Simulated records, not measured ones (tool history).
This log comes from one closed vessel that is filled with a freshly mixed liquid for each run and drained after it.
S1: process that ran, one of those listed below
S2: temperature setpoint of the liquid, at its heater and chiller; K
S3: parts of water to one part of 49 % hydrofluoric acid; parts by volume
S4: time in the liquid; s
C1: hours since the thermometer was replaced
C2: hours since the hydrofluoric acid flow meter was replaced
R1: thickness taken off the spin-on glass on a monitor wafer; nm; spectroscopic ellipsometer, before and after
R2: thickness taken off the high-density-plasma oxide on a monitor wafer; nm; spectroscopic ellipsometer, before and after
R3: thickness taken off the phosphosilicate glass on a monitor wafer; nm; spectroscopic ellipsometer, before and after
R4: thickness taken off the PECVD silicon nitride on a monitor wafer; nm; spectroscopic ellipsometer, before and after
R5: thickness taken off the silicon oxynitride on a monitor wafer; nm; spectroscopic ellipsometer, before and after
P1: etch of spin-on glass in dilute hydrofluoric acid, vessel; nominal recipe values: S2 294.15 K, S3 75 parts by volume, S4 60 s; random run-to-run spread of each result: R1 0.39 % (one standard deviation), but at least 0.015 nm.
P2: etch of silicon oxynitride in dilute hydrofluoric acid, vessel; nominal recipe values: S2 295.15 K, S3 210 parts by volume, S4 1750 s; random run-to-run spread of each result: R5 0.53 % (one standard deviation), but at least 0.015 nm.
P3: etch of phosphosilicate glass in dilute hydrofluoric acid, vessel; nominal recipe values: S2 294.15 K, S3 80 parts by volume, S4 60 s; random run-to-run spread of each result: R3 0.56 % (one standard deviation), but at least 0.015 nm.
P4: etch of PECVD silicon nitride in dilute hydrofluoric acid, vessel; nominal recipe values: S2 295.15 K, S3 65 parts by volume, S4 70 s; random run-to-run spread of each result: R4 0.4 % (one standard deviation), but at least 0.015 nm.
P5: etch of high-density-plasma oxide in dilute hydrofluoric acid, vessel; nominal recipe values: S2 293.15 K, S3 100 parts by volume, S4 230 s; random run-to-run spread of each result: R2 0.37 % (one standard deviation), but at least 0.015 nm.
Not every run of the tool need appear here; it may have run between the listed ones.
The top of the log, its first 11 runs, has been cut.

run,day,S1,S2,S3,S4,C1,C2,R1,R2,R3,R4,R5
12,3.758,P1,301.15,75,60,1217.9,522.7,35.291,,,,
13,4.025,P1,294.15,75,60,1224.3,529.1,26.767,,,,
14,4.392,P1,294.15,75,60,1233.1,537.9,26.713,,,,
15,4.629,P3,294.15,80,115,1238.8,543.6,,,184.57,,
16,4.958,P1,294.15,20,60,1246.7,551.5,106.42,,,,
17,5.225,P1,294.15,75,60,1253.1,557.9,26.408,,,,
18,5.438,P2,295.15,210,1750,1258.2,563,,,,,32.824
19,5.746,P2,295.15,210,1750,1265.6,570.4,,,,,32.766
20,6.05,P2,295.15,375,1750,1272.9,577.7,,,,,16.352
# day 6.125: thermometer replaced
21,6.367,P5,293.15,175,230,5.9,585.3,,5.1133,,,
22,6.675,P1,290.15,75,60,13.3,592.7,22.552,,,,
23,6.908,P4,295.15,65,70,18.9,598.3,,,,5.2737,
24,7.154,P1,290.15,25,60,24.8,604.2,71.419,,,,
25,7.396,P4,295.15,65,70,30.6,610,,,,5.2758,
26,7.729,P5,293.15,100,40,38.6,618,,1.7086,,,
27,7.929,P1,294.15,75,30,43.4,622.8,13.364,,,,
28,8.146,P4,295.15,30,70,48.6,628,,,,11.198,
29,8.35,P1,294.15,120,60,53.5,632.9,15.77,,,,

Run 30 comes next. What will it give?
30,8.642,P4,295.15,65,30,60.5,639.9,,,,?,

R4: 2.2606 nm
